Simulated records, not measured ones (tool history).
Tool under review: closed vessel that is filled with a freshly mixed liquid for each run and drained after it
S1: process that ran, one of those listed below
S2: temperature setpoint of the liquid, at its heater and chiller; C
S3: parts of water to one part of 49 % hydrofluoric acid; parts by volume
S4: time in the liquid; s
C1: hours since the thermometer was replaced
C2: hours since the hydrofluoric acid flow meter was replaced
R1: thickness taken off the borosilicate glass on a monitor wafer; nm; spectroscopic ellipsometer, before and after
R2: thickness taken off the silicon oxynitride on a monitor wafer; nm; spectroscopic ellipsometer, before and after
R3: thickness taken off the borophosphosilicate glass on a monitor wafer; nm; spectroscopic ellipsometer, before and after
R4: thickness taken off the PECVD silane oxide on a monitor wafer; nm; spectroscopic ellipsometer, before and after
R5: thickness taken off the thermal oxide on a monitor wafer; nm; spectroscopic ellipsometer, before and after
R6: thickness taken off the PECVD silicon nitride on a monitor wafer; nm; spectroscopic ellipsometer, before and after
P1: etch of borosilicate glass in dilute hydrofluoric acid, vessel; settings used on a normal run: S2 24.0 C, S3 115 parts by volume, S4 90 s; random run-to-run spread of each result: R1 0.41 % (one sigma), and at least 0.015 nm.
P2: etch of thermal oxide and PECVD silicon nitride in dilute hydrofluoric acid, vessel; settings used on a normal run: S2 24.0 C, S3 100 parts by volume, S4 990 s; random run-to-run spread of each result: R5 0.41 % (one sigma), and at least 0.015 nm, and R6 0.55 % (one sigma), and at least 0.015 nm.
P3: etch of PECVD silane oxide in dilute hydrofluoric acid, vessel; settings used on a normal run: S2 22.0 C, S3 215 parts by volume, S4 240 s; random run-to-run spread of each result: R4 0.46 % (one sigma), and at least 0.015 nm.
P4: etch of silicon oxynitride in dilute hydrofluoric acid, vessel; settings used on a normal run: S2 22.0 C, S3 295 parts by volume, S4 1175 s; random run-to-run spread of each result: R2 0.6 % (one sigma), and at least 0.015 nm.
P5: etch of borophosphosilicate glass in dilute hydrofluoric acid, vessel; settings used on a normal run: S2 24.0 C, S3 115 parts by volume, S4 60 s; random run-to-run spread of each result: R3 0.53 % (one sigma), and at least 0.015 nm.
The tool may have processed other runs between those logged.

run    day  S1    S2   S3    S4     C1     C2       R1      R2      R3       R4      R5      R6
  1  0.179  P1  24.0  115    90  146.8  183.7  20.1790
  2  0.317  P4  26.5  295  1175  150.1  187.0           5.4320
  3  0.558  P4  22.0  295  1175  155.9  192.8           4.4685
  4  0.696  P5  24.0  185    60  159.2  196.1                   14.805
  5  0.879  P1  18.0  115    30  163.6  200.5   5.2618
  6  1.075  P1  24.0  210    90  168.3  205.2   9.9812
  7  1.296  P1  24.0  115    90  173.6  210.5  20.1690
  8  1.496  P3  22.0  215   240  178.4  215.3                           21.4040
  9  1.679  P1  24.0  115    35  182.8  219.7   7.8722
 10  1.896  P3  27.5  215   240  188.0  224.9                           26.1520
 11  2.012  P5  24.0  115    30  190.8  227.7                   13.015
 12  2.146  P2  31.0  100   990  194.0  230.9                                    60.127  84.630
 13  2.371  P3  22.0  215    30  199.4  236.3                            2.6752
 14  2.554  P2  24.0  100   415  203.8  240.7                                    19.339  22.668
 15  2.725  P2  24.0  100   990  207.9  244.8                                    46.177  54.106
 16  2.833  P1  24.0  115    90  210.5  247.4  20.2040
 17  3.000  P1  24.0  115   160  214.5  251.4  35.9150
 18  3.154  P1  24.0   65    90  218.2  255.1  38.0700
 19  3.317  P4  22.0  295  1175  222.1  259.0           4.4908
 20  3.483  P4  22.0  295  1920  226.1  263.0           7.3319
 21  3.592  P3  22.0  345   240  228.7  265.6                           11.9290
 22  3.729  P3  22.0  215   240  232.0  268.9                           21.3930
 23  3.929  P5  24.0  115    60  236.8  273.7                   25.928
 24  4.133  P2  24.0  140   990  241.7  278.6                                    31.436  38.610
 25  4.329  P5  24.0  115    60  246.4  283.3                   26.062

Run 26 is up next; what results do you expect?
 26  4.500  P1  24.0  115  90  250.5  287.4   ?

{"run 26": {"R1": 20.069}}
